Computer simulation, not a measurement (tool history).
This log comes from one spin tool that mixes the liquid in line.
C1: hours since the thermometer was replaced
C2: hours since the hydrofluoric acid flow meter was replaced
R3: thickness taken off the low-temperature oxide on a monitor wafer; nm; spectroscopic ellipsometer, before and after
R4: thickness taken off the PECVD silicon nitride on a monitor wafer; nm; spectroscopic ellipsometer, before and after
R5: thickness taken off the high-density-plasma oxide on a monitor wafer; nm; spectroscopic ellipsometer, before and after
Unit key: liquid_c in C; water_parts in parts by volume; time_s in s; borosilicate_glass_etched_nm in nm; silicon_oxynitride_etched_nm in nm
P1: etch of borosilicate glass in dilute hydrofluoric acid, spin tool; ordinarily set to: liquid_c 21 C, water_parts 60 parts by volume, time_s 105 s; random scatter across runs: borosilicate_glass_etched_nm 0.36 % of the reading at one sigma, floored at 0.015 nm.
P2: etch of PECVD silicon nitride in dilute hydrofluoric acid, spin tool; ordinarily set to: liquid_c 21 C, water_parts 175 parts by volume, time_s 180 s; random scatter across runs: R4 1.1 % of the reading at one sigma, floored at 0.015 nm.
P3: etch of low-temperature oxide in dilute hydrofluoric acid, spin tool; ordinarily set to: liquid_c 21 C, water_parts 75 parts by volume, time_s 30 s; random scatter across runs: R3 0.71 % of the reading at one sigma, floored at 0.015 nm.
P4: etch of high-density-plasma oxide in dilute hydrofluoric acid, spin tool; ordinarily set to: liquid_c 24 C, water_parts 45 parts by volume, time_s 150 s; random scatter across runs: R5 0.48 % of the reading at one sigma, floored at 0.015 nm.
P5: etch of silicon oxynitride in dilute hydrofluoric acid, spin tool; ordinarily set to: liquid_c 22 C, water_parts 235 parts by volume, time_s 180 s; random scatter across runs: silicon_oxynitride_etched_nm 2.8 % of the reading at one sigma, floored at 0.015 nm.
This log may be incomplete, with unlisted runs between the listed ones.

run 1 hour=9.2 | process=P1 liquid_c=21 water_parts=60 time_s=105 | C1=107.1 C2=330.8 | borosilicate_glass_etched_nm=44.504
run 2 hour=15.9 | process=P5 liquid_c=22 water_parts=135 time_s=180 | C1=113.8 C2=337.5 | silicon_oxynitride_etched_nm=1.7137
run 3 hour=24.9 | process=P3 liquid_c=21 water_parts=75 time_s=50 | C1=122.8 C2=346.5 | R3=6.5386
run 4 hour=30.5 | process=P1 liquid_c=21 water_parts=60 time_s=215 | C1=128.4 C2=352.1 | borosilicate_glass_etched_nm=91.329
run 5 hour=40.1 | process=P5 liquid_c=22 water_parts=235 time_s=180 | C1=138 C2=361.7 | silicon_oxynitride_etched_nm=0.92429
run 6 hour=45.8 | process=P3 liquid_c=26 water_parts=75 time_s=30 | C1=143.7 C2=367.4 | R3=4.8337
run 7 hour=53.1 | process=P2 liquid_c=29.5 water_parts=175 time_s=180 | C1=151 C2=374.7 | R4=4.1646
run 8 hour=62.5 | process=P1 liquid_c=21 water_parts=60 time_s=15 | C1=160.4 C2=384.1 | borosilicate_glass_etched_nm=6.4068
run 9 hour=68.8 | process=P1 liquid_c=21 water_parts=60 time_s=105 | C1=166.7 C2=390.4 | borosilicate_glass_etched_nm=44.484
run 10 hour=76.7 | process=P2 liquid_c=21 water_parts=175 time_s=335 | C1=174.6 C2=398.3 | R4=4.3683
run 11 hour=84.1 | process=P2 liquid_c=21 water_parts=175 time_s=180 | C1=182 C2=405.7 | R4=2.4321
run 12 hour=89.2 | process=P3 liquid_c=21 water_parts=125 time_s=30 | C1=187.1 C2=410.8 | R3=2.2148
run 13 hour=98.1 | process=P5 liquid_c=18 water_parts=235 time_s=180 | C1=196 C2=419.7 | silicon_oxynitride_etched_nm=0.78777
run 14 hour=105.5 | process=P1 liquid_c=21 water_parts=95 time_s=105 | C1=203.4 C2=427.1 | borosilicate_glass_etched_nm=27.131
run 15 hour=110.4 | process=P3 liquid_c=21 water_parts=75 time_s=30 | C1=208.3 C2=432 | R3=3.9763
run 16 hour=116.9 | process=P4 liquid_c=24 water_parts=45 time_s=150 | C1=214.8 C2=438.5 | R5=18.397
run 17 hour=122.8 | process=P1 liquid_c=21 water_parts=60 time_s=105 | C1=220.7 C2=444.4 | borosilicate_glass_etched_nm=44.557
run 18 hour=132.6 | process=P5 liquid_c=22 water_parts=235 time_s=280 | C1=230.5 C2=454.2 | silicon_oxynitride_etched_nm=1.4452
run 19 hour=137.7 | process=P1 liquid_c=21 water_parts=60 time_s=105 | C1=235.6 C2=459.3 | borosilicate_glass_etched_nm=44.5
run 20 hour=146.4 | process=P1 liquid_c=28 water_parts=60 time_s=105 | C1=244.3 C2=468 | borosilicate_glass_etched_nm=59.002
run 21 hour=151.3 | process=P4 liquid_c=24 water_parts=75 time_s=150 | C1=249.2 C2=472.9 | R5=10.545
run 22 hour=159.8 | process=P4 liquid_c=28.5 water_parts=45 time_s=150 | C1=257.7 C2=481.4 | R5=22.122
run 23 hour=168.6 | process=P4 liquid_c=24 water_parts=45 time_s=150 | C1=266.5 C2=490.2 | R5=18.486
-- hour=171.3 thermometer replaced
run 24 hour=177.5 | process=P1 liquid_c=21 water_parts=60 time_s=105 | C1=6.3 C2=499.1 | borosilicate_glass_etched_nm=44.472
run 25 hour=184.3 | process=P4 liquid_c=24 water_parts=45 time_s=70 | C1=13.1 C2=505.9 | R5=8.5617
run 26 hour=188.9 | process=P1 liquid_c=17 water_parts=20 time_s=105 | C1=17.7 C2=510.5 | borosilicate_glass_etched_nm=117.56
run 27 hour=196.8 | process=P2 liquid_c=21 water_parts=175 time_s=180 | C1=25.6 C2=518.4 | R4=2.4347

Run 28 comes next. What will it give?
run 28 hour=202.9 | process=P3 liquid_c=21 water_parts=75 time_s=30 | C1=31.7 C2=524.5 | R3=?

{"run 28": {"R3": 3.923}}
